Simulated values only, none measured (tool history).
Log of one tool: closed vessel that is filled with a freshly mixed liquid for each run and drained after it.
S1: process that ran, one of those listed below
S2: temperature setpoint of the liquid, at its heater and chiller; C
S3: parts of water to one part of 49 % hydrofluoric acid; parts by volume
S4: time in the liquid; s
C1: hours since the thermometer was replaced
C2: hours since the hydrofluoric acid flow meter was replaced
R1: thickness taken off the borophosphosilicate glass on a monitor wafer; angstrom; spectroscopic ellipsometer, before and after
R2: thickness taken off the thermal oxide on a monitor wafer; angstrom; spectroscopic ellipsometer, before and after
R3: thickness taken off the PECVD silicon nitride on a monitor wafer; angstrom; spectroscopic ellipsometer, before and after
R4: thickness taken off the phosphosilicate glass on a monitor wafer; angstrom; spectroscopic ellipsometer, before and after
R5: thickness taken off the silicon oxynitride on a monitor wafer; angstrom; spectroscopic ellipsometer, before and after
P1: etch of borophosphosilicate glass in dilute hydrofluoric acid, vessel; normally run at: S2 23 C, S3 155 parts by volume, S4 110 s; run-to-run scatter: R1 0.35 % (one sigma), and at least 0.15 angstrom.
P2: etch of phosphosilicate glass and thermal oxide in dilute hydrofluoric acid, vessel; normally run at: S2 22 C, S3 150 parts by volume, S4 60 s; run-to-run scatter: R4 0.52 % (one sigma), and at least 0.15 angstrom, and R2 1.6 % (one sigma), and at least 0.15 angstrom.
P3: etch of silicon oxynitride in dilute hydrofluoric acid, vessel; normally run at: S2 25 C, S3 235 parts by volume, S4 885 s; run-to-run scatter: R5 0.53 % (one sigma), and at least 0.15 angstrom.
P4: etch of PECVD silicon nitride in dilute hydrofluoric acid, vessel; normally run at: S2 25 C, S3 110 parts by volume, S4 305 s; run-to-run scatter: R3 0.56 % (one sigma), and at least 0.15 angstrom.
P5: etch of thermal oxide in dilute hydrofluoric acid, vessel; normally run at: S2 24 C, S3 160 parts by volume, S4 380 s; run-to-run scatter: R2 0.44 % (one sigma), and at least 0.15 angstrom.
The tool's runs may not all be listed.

run	day	S1	S2	S3	S4	C1	C2	R1	R2	R3	R4	R5
1	0.529	P1	23	155	110	1005.3	854	488.99				
2	0.829	P5	24	270	380	1012.5	861.2		54.216			
3	1.1	P1	23	155	165	1019	867.7	735.02				
4	1.642	P5	24	160	380	1032	880.7		102.1			
5	2.133	P1	30.5	155	30	1043.8	892.5	177.38				
6	2.529	P1	17	80	110	1053.3	902	806.59				
7	2.783	P4	19	110	305	1059.4	908.1			60.078		
8	3.346	P1	23	155	110	1072.9	921.6	487.64				
9	3.646	P2	22	60	60	1080.1	928.8		46.161		1364.9	
10	3.946	P1	23	155	30	1087.3	936	133.08				
11	4.233	P5	29	160	380	1094.2	942.9		123.47			
12	4.617	P1	31	155	110	1103.4	952.1	656.86				
13	5.004	P3	20.5	235	885	1112.7	961.4					42.859
14	5.442	P5	24	160	30	1123.2	971.9		8.0466			
15	5.879	P1	23	225	110	1133.7	982.4	311.63				
16	6.2	P1	23	155	110	1141.4	990.1	485.25				
17	6.529	P3	25	235	885	1149.3	998					52.257
18	6.808	P3	25	325	885	1156	1004.7					35.569
19	7.133	P4	25	110	70	1163.8	1012.5			20.736		
20	7.458	P3	25	235	885	1171.6	1020.3					52.401
21	7.829	P4	25	110	305	1180.5	1029.2			90.276		
22	8.075	P1	23	155	110	1186.4	1035.1	487.8				
23	8.35	P1	23	60	110	1193	1041.7	1409.5				
24	8.838	P2	28	150	60	1204.7	1053.4		21.23		613.8	
25	9.358	P3	25	235	465	1217.2	1065.9					27.218
26	9.754	P2	22	150	60	1226.7	1075.4		17.175		490.44	
27	10.092	P2	22	150	60	1234.8	1083.5		16.618		488.68	
28	10.471	P1	17	155	110	1243.9	1092.6	384.82				
29	10.838	P2	22	150	30	1252.7	1101.4		8.0801		244.97	
30	11.333	P4	25	160	305	1264.6	1113.3			61.118		
31	11.758	P1	23	90	200	1274.8	1123.5	1649.4				
32	12.275	P1	23	155	110	1287.2	1135.9	488.53				
33	12.662	P1	23	155	110	1296.5	1145.2	498.37				
34	13.15	P1	23	155	110	1308.2	1156.9	507.12				
35	13.521	P1	23	155	110	1317.1	1165.8	510.2				
36	14.062	P1	23	155	110	1330.1	1178.8	515.12				
37	14.496	P1	23	155	110	1340.5	1189.2	520.16				

The next listed run, before its measurement:
38	14.779	P1	23	155	110	1347.3	1196	?				

{"run 38": {"R1": 518.7}}
